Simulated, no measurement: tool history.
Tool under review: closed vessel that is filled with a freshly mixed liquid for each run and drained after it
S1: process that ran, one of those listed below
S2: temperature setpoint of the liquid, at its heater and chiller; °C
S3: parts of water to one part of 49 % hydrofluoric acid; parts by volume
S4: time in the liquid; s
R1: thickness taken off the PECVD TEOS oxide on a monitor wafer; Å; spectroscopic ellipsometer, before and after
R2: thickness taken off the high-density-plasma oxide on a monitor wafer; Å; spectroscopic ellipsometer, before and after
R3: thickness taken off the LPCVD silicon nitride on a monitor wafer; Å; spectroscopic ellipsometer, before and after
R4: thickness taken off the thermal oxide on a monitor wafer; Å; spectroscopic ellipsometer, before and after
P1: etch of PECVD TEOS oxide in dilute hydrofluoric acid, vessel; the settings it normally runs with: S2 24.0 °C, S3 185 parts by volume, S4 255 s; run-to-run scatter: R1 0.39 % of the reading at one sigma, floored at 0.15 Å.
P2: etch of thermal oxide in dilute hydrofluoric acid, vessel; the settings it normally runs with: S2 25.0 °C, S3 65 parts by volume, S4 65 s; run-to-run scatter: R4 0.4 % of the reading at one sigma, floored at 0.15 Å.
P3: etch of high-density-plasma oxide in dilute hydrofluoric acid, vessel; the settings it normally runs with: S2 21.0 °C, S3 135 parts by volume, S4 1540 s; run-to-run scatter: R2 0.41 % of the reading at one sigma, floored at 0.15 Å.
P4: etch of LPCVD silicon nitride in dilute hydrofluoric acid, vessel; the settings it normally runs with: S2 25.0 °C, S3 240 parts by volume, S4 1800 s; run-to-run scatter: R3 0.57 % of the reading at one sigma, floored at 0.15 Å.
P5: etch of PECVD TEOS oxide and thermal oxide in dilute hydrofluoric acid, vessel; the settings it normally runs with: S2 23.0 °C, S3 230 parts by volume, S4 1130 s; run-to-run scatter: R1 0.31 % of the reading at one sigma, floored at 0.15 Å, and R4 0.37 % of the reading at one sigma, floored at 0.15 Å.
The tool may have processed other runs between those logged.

run   hour  S1    S2   S3    S4        R1      R2      R3       R4
  1    6.1  P1  24.0  185   255   150.160
  2   12.4  P3  17.0  135  1540            408.56
  3   16.6  P1  24.0  185   135    80.081
  4   22.1  P4  25.0  240  1800                    40.499
  5   27.8  P5  23.0  230  1130   359.180                  188.350
  6   34.0  P2  25.0   30    65                            113.600
  7   39.9  P2  19.5   65    65                             39.573
  8   45.7  P1  24.0  185   385   226.570
  9   49.8  P4  25.0  240  1800                    41.250
 10   57.6  P4  25.0  365  1800                    26.912
 11   63.0  P1  24.0  185   255   149.600
 12   68.2  P5  23.0  230  1130   356.590                  187.860
 13   77.3  P2  25.0   65    65                             49.908
 14   84.3  P1  17.5  185   255   116.750
 15   93.5  P1  24.0  185   255   149.320
 16  100.0  P5  23.0   65  1130  1536.100                  804.580
 17  104.5  P4  25.0  240   960                    21.523
 18  113.0  P1  24.0  260   255    98.956
 19  118.5  P4  20.5  240  1800                    30.870
 20  122.8  P3  21.0  135  1540            481.85
 21  130.3  P1  24.0  185   255   149.830
 22  135.2  P1  24.0  100   255   304.810
 23  143.5  P5  23.0  230  1695   538.970                  280.640
 24  149.4  P2  25.0   65   125                             95.361
 25  154.5  P5  18.0  230  1130   298.790                  155.400
 26  160.9  P1  28.0  185   255   173.950
 27  170.2  P3  21.0  230  1540            255.14
 28  175.5  P2  25.0   65    65                             49.802
 29  183.9  P3  21.0  135  2745            856.17
 30  193.4  P1  24.0  185   255   150.620
 31  199.9  P1  24.0   55    30    69.217
 32  209.0  P1  24.0  185   255   150.400
 33  215.2  P1  24.0  185   255   150.210
 34  224.2  P1  24.0  185   255   146.180
 35  232.5  P1  24.0  185   255   143.990
 36  241.7  P1  24.0  185   255   142.130
 37  249.9  P1  24.0  185   255   142.240
 38  258.9  P1  24.0  185   255   141.240
 39  268.1  P1  24.0  185   255   140.770
 40  277.5  P1  24.0  185   255   139.500
 41  282.6  P1  24.0  185   255   140.630
 42  287.6  P1  24.0  185   255   140.520

What P1 gives has crept away from where it was. These 2 causes fit the log equally well, each at the size given:
A: liquid colder than its thermometer reads (K) = 1.77
B: hydrofluoric acid flow below the setpoint (%) = 5.36
At approximately hour 215.2, the process output began to creep.

Which of the 4 check runs listed below separates the causes, so that each cause would produce a clearly different result? Each run uses one wafer, and its results are marked with question marks.
check 1  292.6  P2  25.0   65    65               ?
check 2  292.6  P3  21.0  135  1540       ?
check 3  292.6  P4  25.0  240  1800           ?
check 4  292.6  P5  23.0  230  1130   ?           ?

Expected result of each check under each candidate cause:
  check  result     if A     if B
check 1      R4   46.193   46.749
check 2      R2   448.03   451.46
check 3      R3   36.574   38.654
check 4      R1  336.530  335.620
check 4      R4  176.230  175.750
Distance between the nearest two causes, measured in the result of the check that separates them most: check 1 1.2 %; check 2 0.76 %; check 3 5.53 %; check 4 0.27 %
Only check 3 tells the causes apart: in the others they would give nearly the same result.

Check 3 was carried out, with these results: R3 36.411 Å. Which of the listed causes is responsible?

A is the cause: liquid colder than its thermometer reads (K).
